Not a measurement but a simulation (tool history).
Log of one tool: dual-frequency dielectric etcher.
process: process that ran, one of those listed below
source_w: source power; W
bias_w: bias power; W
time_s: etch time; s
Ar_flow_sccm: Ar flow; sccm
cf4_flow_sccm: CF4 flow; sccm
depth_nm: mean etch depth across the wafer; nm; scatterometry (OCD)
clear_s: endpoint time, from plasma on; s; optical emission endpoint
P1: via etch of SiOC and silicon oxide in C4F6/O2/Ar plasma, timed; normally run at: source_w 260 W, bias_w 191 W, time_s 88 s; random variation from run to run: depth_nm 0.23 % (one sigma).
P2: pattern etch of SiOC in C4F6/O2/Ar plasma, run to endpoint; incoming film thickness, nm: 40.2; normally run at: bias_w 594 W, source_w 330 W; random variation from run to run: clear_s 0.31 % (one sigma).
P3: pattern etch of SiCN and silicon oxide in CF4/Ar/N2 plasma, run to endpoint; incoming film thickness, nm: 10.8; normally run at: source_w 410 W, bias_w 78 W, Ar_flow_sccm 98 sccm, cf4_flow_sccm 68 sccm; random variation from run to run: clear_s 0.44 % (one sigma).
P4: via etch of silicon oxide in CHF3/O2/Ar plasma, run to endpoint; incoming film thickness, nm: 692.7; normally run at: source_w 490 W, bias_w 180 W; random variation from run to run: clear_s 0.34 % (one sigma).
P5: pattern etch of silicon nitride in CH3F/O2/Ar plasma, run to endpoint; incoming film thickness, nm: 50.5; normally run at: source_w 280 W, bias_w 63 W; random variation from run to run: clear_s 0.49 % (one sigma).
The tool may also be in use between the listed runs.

run,hour,process,source_w,bias_w,time_s,Ar_flow_sccm,cf4_flow_sccm,hours since the last wet clean,hours since the last source power generator calibration,hours since the last bias power generator calibration,depth_nm,clear_s
1,7.3,P1,260,191,88,,,185.5,1579.7,1269.8,88.614,
2,13.3,P4,350,180,,,,191.5,1585.7,1275.8,,442.52
3,19,P1,260,191,88,,,197.2,1591.4,1281.5,87.99,
4,23.4,P2,330,594,,,,201.6,1595.8,1285.9,,13.818
5,31.4,P1,260,261,88,,,209.6,1603.8,1293.9,98.467,
6,37.7,P5,280,39,,,,215.9,1610.1,1300.2,,100.92
7,41.7,P5,280,63,,,,219.9,1614.1,1304.2,,87.224
8,46.4,P1,260,191,88,,,224.6,1618.8,1308.9,88.634,
9,50.6,P1,260,191,116,,,228.8,1623,1313.1,116.59,
10,54.4,P3,410,78,,98,94,232.6,1626.8,1316.9,,12.944
11,59.6,P4,490,180,,,,237.8,1632,1322.1,,389.22
12,67.8,P3,410,78,,135,68,246,1640.2,1330.3,,14.181
# hour 71.8: bias power generator calibrated
13,73.1,P1,260,130,66.5,,,251.3,1645.5,1.4,58.886,
14,79.7,P3,550,78,,98,68,257.9,1652.1,8,,10.458
15,85.7,P4,490,137,,,,263.9,1658.1,14,,424.47
16,92.6,P1,260,191,51,,,270.8,1665,20.9,51.225,
17,98.2,P2,330,402,,,,276.4,1670.6,26.5,,15.922
18,102.9,P5,280,63,,,,281.1,1675.3,31.2,,86.664
19,106.8,P1,210,191,88,,,285,1679.2,35.1,81.487,
20,112.8,P3,410,45,,98,68,291,1685.2,41.1,,16.132
21,119.6,P1,260,191,88,,,297.8,1692,47.9,88.434,
22,124.7,P5,180,63,,,,302.9,1697.1,53,,103.46
23,130.5,P3,410,78,,98,68,308.7,1702.9,58.8,,13.516
24,134.7,P1,350,191,88,,,312.9,1707.1,63,98.952,
# hour 139.8: source power generator calibrated
25,141.5,P1,260,191,88,,,319.7,1.8,69.8,88.584,
26,146.7,P2,200,594,,,,324.9,7,75,,16.507
27,154.7,P1,260,136,88,,,332.9,15,83,79.314,
28,160.7,P1,260,191,88,,,338.9,21,89,88.285,
29,166.4,P1,260,191,88,,,344.6,26.7,94.7,87.709,
30,171,P1,260,191,88,,,349.2,31.3,99.3,87.412,
31,175.4,P1,260,191,88,,,353.6,35.7,103.7,87.401,
# hour 179.6: wet clean of the chamber
32,183.5,P1,260,191,88,,,3.9,43.8,111.8,87.141,
33,190.5,P1,260,191,88,,,10.9,50.8,118.8,87.066,
34,197.2,P1,260,191,88,,,17.6,57.5,125.5,86.979,
35,201,P1,260,191,88,,,21.4,61.3,129.3,87.004,

What P1 gives has crept away from where it was. These 2 causes fit the log equally well, each at the size given:
A: source power that arrives under what is set, % = 3.62
B: bias power that arrives under what is set, % = 4.13
The creep began at about hour 160.7.
Why every other cause is out:
chamber walls in a state that lowers the etch rate, %: serviced at hour 179.6, which brought nothing back

4 check runs are offered, each on 3 wafers whose results are averaged, their results left as question marks. Which one tells the causes apart?
check 1,204.8,P2,330,511,,,,,,,,?
check 2,204.8,P4,490,154,,,,,,,,?
check 3,204.8,P5,280,44,,,,,,,,?
check 4,204.8,P3,530,47,,98,68,,,,,?

What each check would give under each cause:
check,result,if A,if B
check 1,clear_s,14.794,14.829
check 2,clear_s,415.1,414.98
check 3,clear_s,99.438,99.315
check 4,clear_s,13.12,12.855
How far apart the two closest causes lie, in the result that separates them most: check 1 0.24 %; check 2 0.03 %; check 3 0.12 %; check 4 2.04 %
Only check 4 tells the causes apart: in the others they would give nearly the same result.

Check 4 was then run and gave: clear_s 12.9 s. Which cause is it?

It is B: bias power that arrives under what is set, %.

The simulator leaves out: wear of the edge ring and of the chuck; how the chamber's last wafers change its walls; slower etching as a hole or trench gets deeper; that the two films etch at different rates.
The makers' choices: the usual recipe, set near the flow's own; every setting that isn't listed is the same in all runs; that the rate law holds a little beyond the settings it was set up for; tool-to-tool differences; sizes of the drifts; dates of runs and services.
